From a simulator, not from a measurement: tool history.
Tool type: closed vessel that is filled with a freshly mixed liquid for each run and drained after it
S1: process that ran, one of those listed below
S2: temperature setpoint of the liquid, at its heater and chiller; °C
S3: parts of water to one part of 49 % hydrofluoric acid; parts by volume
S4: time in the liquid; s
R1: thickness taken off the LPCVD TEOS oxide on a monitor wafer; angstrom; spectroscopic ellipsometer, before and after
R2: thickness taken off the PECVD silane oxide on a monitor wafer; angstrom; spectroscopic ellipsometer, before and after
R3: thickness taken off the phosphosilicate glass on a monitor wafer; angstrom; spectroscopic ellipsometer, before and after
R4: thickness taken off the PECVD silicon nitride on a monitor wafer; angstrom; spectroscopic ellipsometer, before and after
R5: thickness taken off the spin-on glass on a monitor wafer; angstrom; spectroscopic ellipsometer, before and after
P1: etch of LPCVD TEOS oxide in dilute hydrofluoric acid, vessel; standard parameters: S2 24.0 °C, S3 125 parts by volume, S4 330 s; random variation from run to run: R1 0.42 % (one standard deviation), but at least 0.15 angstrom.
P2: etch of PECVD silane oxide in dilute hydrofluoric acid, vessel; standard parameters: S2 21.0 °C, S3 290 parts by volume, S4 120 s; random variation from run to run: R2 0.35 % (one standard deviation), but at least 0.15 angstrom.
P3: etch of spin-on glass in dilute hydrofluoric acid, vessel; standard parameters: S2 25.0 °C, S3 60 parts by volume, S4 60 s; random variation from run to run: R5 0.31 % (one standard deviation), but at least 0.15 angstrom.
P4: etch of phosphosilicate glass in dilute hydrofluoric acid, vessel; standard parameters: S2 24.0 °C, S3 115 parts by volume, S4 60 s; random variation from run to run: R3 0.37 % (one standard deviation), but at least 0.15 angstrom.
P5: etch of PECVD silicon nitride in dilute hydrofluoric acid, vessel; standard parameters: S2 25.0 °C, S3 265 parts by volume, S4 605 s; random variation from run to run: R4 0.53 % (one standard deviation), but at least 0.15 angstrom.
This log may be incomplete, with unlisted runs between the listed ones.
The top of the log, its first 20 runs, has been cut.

run	hour	S1	S2	S3	S4	R1	R2	R3	R4	R5
21	135.1	P1	24.0	170	330	294.27				
22	142.7	P1	24.0	125	135	172.40				
23	150.8	P5	25.0	85	605				187.210	
24	156.7	P4	24.0	185	60			255.26		
25	161.5	P4	24.0	115	60			446.04		
26	166.1	P2	21.0	290	120		95.043			
27	174.1	P3	25.0	60	60					765.02
28	182.3	P5	30.5	265	605				85.068	
# hour 185.1: hydrofluoric acid flow meter replaced
29	190.6	P1	24.0	125	330	423.12				
30	195.5	P5	25.0	265	220				22.239	
31	202.8	P1	24.0	125	330	421.81				
32	207.1	P1	19.5	125	330	353.12				
33	213.1	P3	25.0	60	60					767.06
34	217.9	P1	24.0	125	330	421.11				
35	224.1	P1	24.0	125	330	408.92				
36	230.0	P1	24.0	125	330	399.53				
37	235.9	P1	24.0	125	330	396.00				
38	240.4	P1	24.0	125	330	391.90				
39	248.6	P1	24.0	125	330	390.15				
40	256.4	P1	24.0	125	330	389.67				

The next listed run, before its measurement:
41	261.0	P1	24.0	125	330	?				

R1: 384.68 angstrom
